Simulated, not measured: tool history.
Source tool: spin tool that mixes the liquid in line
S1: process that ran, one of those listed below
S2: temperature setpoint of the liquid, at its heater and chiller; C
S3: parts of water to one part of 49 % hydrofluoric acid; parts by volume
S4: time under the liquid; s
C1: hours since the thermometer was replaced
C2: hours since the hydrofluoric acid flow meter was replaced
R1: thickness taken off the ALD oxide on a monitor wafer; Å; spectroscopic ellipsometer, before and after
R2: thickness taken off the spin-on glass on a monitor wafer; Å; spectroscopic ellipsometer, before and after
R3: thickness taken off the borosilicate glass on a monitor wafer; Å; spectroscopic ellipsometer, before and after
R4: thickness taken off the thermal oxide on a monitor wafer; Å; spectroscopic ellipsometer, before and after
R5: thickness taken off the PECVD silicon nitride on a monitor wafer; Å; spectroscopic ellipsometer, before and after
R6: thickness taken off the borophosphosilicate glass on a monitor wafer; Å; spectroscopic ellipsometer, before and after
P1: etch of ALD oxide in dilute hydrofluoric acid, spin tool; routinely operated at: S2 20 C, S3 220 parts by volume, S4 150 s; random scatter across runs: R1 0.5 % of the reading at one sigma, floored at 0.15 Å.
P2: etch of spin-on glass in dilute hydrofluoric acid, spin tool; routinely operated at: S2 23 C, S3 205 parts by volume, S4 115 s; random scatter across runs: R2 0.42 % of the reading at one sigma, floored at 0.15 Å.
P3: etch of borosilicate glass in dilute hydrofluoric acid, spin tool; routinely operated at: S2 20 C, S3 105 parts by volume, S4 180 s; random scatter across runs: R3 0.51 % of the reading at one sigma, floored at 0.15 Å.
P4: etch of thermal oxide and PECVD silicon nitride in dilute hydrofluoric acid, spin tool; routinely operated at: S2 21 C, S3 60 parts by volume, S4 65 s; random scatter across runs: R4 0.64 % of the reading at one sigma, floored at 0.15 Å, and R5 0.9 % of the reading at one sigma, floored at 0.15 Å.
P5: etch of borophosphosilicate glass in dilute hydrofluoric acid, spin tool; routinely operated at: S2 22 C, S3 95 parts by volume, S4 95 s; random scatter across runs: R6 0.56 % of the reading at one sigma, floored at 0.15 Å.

{"run": 1, "hour": 7.7, "S1": "P1", "S2": 20, "S3": 220, "S4": 150, "C1": 412.4, "C2": 1864.4, "R1": 83.184}
{"run": 2, "hour": 13.7, "S1": "P2", "S2": 23, "S3": 205, "S4": 15, "C1": 418.4, "C2": 1870.4, "R2": 22.676}
{"run": 3, "hour": 21.7, "S1": "P3", "S2": 20, "S3": 30, "S4": 180, "C1": 426.4, "C2": 1878.4, "R3": 1226.6}
{"run": 4, "hour": 27.0, "S1": "P2", "S2": 17, "S3": 205, "S4": 115, "C1": 431.7, "C2": 1883.7, "R2": 136.17}
{"run": 5, "hour": 33.7, "S1": "P4", "S2": 21, "S3": 100, "S4": 65, "C1": 438.4, "C2": 1890.4, "R4": 26.907, "R5": 15.278}
{"run": 6, "hour": 39.8, "S1": "P4", "S2": 21, "S3": 60, "S4": 65, "C1": 444.5, "C2": 1896.5, "R4": 46.599, "R5": 25.102}
{"run": 7, "hour": 47.2, "S1": "P3", "S2": 20, "S3": 105, "S4": 180, "C1": 451.9, "C2": 1903.9, "R3": 321.18}
{"run": 8, "hour": 57.5, "S1": "P3", "S2": 20, "S3": 105, "S4": 335, "C1": 462.2, "C2": 1914.2, "R3": 591.83}
{"run": 9, "hour": 66.3, "S1": "P1", "S2": 20, "S3": 220, "S4": 150, "C1": 471, "C2": 1923, "R1": 82.628}
{"run": 10, "hour": 73.1, "S1": "P1", "S2": 20, "S3": 220, "S4": 270, "C1": 477.8, "C2": 1929.8, "R1": 149.86}
{"run": 11, "hour": 79.4, "S1": "P1", "S2": 17, "S3": 220, "S4": 150, "C1": 484.1, "C2": 1936.1, "R1": 73.489}
{"run": 12, "hour": 84.9, "S1": "P5", "S2": 22, "S3": 95, "S4": 145, "C1": 489.6, "C2": 1941.6, "R6": 805.84}
{"run": 13, "hour": 89.7, "S1": "P2", "S2": 23, "S3": 205, "S4": 115, "C1": 494.4, "C2": 1946.4, "R2": 171.03}
{"run": 14, "hour": 100.4, "S1": "P1", "S2": 20, "S3": 220, "S4": 150, "C1": 505.1, "C2": 1957.1, "R1": 82.793}
{"run": 15, "hour": 109.2, "S1": "P1", "S2": 20, "S3": 220, "S4": 150, "C1": 513.9, "C2": 1965.9, "R1": 83.611}
{"run": 16, "hour": 116.0, "S1": "P1", "S2": 28, "S3": 220, "S4": 150, "C1": 520.7, "C2": 1972.7, "R1": 111.33}
{"hour": 119.3, "done": "thermometer replaced"}
{"run": 17, "hour": 121.7, "S1": "P1", "S2": 20, "S3": 220, "S4": 150, "C1": 2.4, "C2": 1978.4, "R1": 82.686}
{"run": 18, "hour": 126.4, "S1": "P1", "S2": 20, "S3": 330, "S4": 150, "C1": 7.1, "C2": 1983.1, "R1": 50.014}
{"run": 19, "hour": 133.7, "S1": "P1", "S2": 20, "S3": 220, "S4": 15, "C1": 14.4, "C2": 1990.4, "R1": 8.1711}
{"run": 20, "hour": 138.6, "S1": "P4", "S2": 21, "S3": 60, "S4": 20, "C1": 19.3, "C2": 1995.3, "R4": 14.488, "R5": 7.5255}
{"run": 21, "hour": 147.9, "S1": "P5", "S2": 22, "S3": 95, "S4": 95, "C1": 28.6, "C2": 2004.6, "R6": 526.01}
{"run": 22, "hour": 153.6, "S1": "P1", "S2": 20, "S3": 220, "S4": 150, "C1": 34.3, "C2": 2010.3, "R1": 83.289}
{"run": 23, "hour": 160.9, "S1": "P5", "S2": 22, "S3": 95, "S4": 95, "C1": 41.6, "C2": 2017.6, "R6": 526.86}
{"run": 24, "hour": 171.5, "S1": "P1", "S2": 20, "S3": 105, "S4": 150, "C1": 52.2, "C2": 2028.2, "R1": 194.95}
{"run": 25, "hour": 176.3, "S1": "P2", "S2": 23, "S3": 365, "S4": 115, "C1": 57, "C2": 2033, "R2": 83.381}

The next listed run, before its measurement:
{"run": 26, "hour": 181.7, "S1": "P3", "S2": 28, "S3": 105, "S4": 180, "C1": 62.4, "C2": 2038.4, "R3": "?"}

Run 26 came out at R3 438.66 Å.
